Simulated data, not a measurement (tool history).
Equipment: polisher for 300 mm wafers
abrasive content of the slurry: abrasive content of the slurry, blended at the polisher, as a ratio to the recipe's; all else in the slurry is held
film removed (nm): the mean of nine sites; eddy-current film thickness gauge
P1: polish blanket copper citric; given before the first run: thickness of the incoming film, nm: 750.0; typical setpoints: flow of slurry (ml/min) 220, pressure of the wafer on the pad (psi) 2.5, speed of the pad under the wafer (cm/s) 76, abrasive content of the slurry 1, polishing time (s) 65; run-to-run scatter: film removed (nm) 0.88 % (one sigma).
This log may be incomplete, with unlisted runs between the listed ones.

run	hour	flow of slurry (ml/min)	pressure of the wafer on the pad (psi)	speed of the pad under the wafer (cm/s)	abrasive content of the slurry	polishing time (s)	wafers polished on this pad	hours since the slurry nozzle was cleaned	hours since the head pressure was calibrated	hours since the slurry blender was calibrated	film removed (nm)
1	14.1	220	2.5	76	1	65	349	440.9	660.3	177.8	80.635
2	27.7	220	2.5	76	1	65	512	454.5	673.9	191.4	81.384
3	36.7	220	2.5	76	1.25	65	620	463.5	682.9	200.4	85.402
4	49.1	330	3.2	76	1	65	769	475.9	695.3	212.8	107.08
5	59.5	220	2.5	76	1	43	894	486.3	705.7	223.2	53.431
6	72.6	220	2.5	102	1	65	1051	499.4	718.8	236.3	108.02
7	82.7	220	2.5	76	1	65	1173	509.5	728.9	246.4	79.868
8	96.9	220	2.5	76	1	88	1343	523.7	743.1	260.6	109.49
9	105.1	220	1.8	76	1	65	1442	531.9	751.3	268.8	58.349
10	113.7	220	2.5	76	1	65	1545	540.5	759.9	277.4	82.787
11	121.3	220	2.5	42	1	65	1636	548.1	767.5	285	46.01
12	132	315	2.5	76	1	65	1765	558.8	778.2	295.7	84.947
13	139.4	220	3.9	76	1	65	1854	566.2	785.6	303.1	126.27
14	148.8	130	2.5	76	1	65	1966	575.6	795	312.5	74.078
15	158.6	220	2.5	76	1	65	2084	585.4	804.8	322.3	81.729
16	171.1	220	2.5	76	0.55	65	2234	597.9	817.3	334.8	72.161
17	183.9	220	2.5	76	1	65	2388	610.7	830.1	347.6	79.691
18	196.3	220	2.5	76	1	65	2537	623.1	842.5	360	78.869
# hour 207.8: head pressure recalibrated
19	209.4	220	2.5	76	1	65	2694	636.2	1.7	373.1	76.963
20	215.9	220	2.5	76	1	65	2772	642.7	8.2	379.6	76.747
# hour 219.1: slurry blender recalibrated
21	223.4	220	2.5	76	1	65	2862	650.2	15.7	4.3	77.178
22	233.8	220	2.5	76	1	65	2987	660.6	26.1	14.7	75.874
23	243	220	2.5	76	1	65	3098	669.8	35.3	23.9	76.102

What P1 gives has crept off from where it sat before. The 2 causes that follow fit the log equally well, each at the size noted:
A: slurry flow missing at the pad, % = 32.2
B: removal rate lost through wear of the pad, % = 5.58
The drift started at roughly hour 183.9.
Every other cause this tool's parts could produce, and why it does not fit the log:
head's pressure below its setpoint, %: serviced at hour 207.8, after the drift had started, without restoring the earlier output
abrasive missing from the slurry, %: serviced at hour 219.1, after the drift had started, without restoring the earlier output

The 4 check runs listed below each average the results of 5 wafers, and their outcomes are marked with question marks. Under which run would the listed causes produce clearly different results?
check 1	252.2	220	3.7	92	1	65					?
check 2	252.2	220	2.5	100	1	65					?
check 3	252.2	220	2.5	76	0.55	65					?
check 4	252.2	135	2.5	76	1	88					?

Expected result of each check under each candidate cause:
check	result	if A	if B
check 1	film removed (nm)	134.3	134.28
check 2	film removed (nm)	99.392	99.374
check 3	film removed (nm)	67.37	67.358
check 4	film removed (nm)	92.649	95.666
Smallest distance between any two causes, each pair judged by its most separating result, in per cent: check 1 0.02 %; check 2 0.02 %; check 3 0.02 %; check 4 3.2 %
Check 4 is the one run that separates the causes; every other check would come out nearly the same whichever cause is at work.

Check 4 was then run and gave: film removed (nm) 92.465. Which cause is it?

The correct cause is A, namely: slurry flow missing at the pad, %.

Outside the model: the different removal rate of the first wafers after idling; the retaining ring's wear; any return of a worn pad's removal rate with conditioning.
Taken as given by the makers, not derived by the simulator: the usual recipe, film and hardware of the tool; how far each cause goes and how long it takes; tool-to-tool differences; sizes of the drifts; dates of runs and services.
